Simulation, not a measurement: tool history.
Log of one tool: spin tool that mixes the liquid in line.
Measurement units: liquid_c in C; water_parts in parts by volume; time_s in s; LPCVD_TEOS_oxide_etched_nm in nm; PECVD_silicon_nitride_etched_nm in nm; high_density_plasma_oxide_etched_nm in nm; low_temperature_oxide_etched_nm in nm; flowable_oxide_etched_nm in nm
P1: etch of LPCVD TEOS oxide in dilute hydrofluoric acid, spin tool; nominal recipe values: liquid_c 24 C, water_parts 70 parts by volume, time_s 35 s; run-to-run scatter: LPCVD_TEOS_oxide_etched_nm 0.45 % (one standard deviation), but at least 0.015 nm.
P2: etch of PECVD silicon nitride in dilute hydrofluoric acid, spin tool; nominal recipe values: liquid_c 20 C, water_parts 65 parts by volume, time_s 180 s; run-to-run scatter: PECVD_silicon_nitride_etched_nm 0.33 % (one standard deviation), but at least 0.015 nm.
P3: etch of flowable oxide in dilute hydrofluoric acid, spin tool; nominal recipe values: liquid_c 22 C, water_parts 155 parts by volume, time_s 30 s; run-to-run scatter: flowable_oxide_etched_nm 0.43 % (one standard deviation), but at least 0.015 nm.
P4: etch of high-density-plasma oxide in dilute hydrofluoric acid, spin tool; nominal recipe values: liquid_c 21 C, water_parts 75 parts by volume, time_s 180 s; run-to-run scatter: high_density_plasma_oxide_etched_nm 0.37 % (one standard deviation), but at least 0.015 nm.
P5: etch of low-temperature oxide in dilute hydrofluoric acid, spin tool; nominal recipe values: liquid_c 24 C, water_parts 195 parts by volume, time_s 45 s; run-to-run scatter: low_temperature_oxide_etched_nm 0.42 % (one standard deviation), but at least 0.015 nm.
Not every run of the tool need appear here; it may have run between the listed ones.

run   hour  process  liquid_c  water_parts  time_s  hours since the thermometer was replaced  hours since the hydrofluoric acid flow meter was replaced  LPCVD_TEOS_oxide_etched_nm  PECVD_silicon_nitride_etched_nm  high_density_plasma_oxide_etched_nm  low_temperature_oxide_etched_nm  flowable_oxide_etched_nm
  1    4.5       P1        24           70      35                                     612.6                                                      273.2                      29.161
  2    8.1       P2        20           65     180                                     616.2                                                      276.8                                                       11.196
  3   11.3       P1        24           70      15                                     619.4                                                        280                      12.532
  4   15.6       P1        24           70      60                                     623.7                                                      284.3                      50.065
  5     19       P2        20           65      25                                     627.1                                                      287.7                                                       1.5198
  6   21.7       P1        24           70      35                                     629.8                                                      290.4                      29.141
  7   24.3       P1        24           70      35                                     632.4                                                        293                      29.096
  8   28.7       P1        24           70      35                                     636.8                                                      297.4                       29.12
  9   32.5       P4        21           75      80                                     640.6                                                      301.2                                                                                            5.1319
 10   37.6       P2        17           65     180                                     645.7                                                      306.3                                                       8.9835
 11   40.5       P5        24          105      45                                     648.6                                                      309.2                                                                                                                             10.393
 12   44.7       P1        24           70      35                                     652.8                                                      313.4                      28.907
 13   49.1       P5        31          195      45                                     657.2                                                      317.8                                                                                                                             6.4826
 14   52.1       P1        18           70      35                                     660.2                                                      320.8                      22.814
 15   55.8       P4      28.5           75     180                                     663.9                                                      324.5                                                                                            15.605
 16   59.7       P1      27.5          120      35                                     667.8                                                      328.4                      18.302
 17   64.6       P3        22          155      30                                     672.7                                                      333.3                                                                                                                                                       8.4074
 18   69.1       P1        28           70      35                                     677.2                                                      337.8                      34.185
 19   72.1       P3        28          155      30                                     680.2                                                      340.8                                                                                                                                                       10.483
 20   76.7       P2        20           40     180                                     684.8                                                      345.4                                                       17.921
 21   79.5       P1        24          115      35                                     687.6                                                      348.2                      16.788
 22   83.7       P1        28           70      55                                     691.8                                                      352.4                      53.892
 23   88.5       P4        21           75     180                                     696.6                                                      357.2                                                                                            11.565
 24   92.5       P1        24           70      35                                     700.6                                                      361.2                      28.952
 25   97.4       P4        21          125     180                                     705.5                                                      366.1                                                                                            6.5619
 26  101.8       P1        24           25      35                                     709.9                                                      370.5                       87.01
 27  105.8       P3        22          155      15                                     713.9                                                      374.5                                                                                                                                                       4.1571
 28  110.1       P5        24          195      20                                     718.2                                                      378.8                                                                                                                             2.2744
 29  113.8       P3        22           70      30                                     721.9                                                      382.5                                                                                                                                                       20.445
 30  116.7       P5        24          195      45                                     724.8                                                      385.4                                                                                                                             5.0195
 31    120       P1        24           70      35                                     728.1                                                      388.7                      28.919
 32  124.8       P1        24           70      35                                     732.9                                                      393.5                      28.359
 33  128.7       P1        24           70      35                                     736.8                                                      397.4                      27.989
 34  132.9       P1        24           70      35                                       741                                                      401.6                      27.876
 35  137.6       P1        24           70      35                                     745.7                                                      406.3                      27.701
 36  140.9       P1        24           70      35                                       749                                                      409.6                      27.703
 37  145.2       P1        24           70      35                                     753.3                                                      413.9                      27.816

What does the tool deliver on the next run?
 38  148.1       P1        24           70      35                                     756.2                                                      416.8                           ?

Logged for run 38: LPCVD_TEOS_oxide_etched_nm 27.443 nm.

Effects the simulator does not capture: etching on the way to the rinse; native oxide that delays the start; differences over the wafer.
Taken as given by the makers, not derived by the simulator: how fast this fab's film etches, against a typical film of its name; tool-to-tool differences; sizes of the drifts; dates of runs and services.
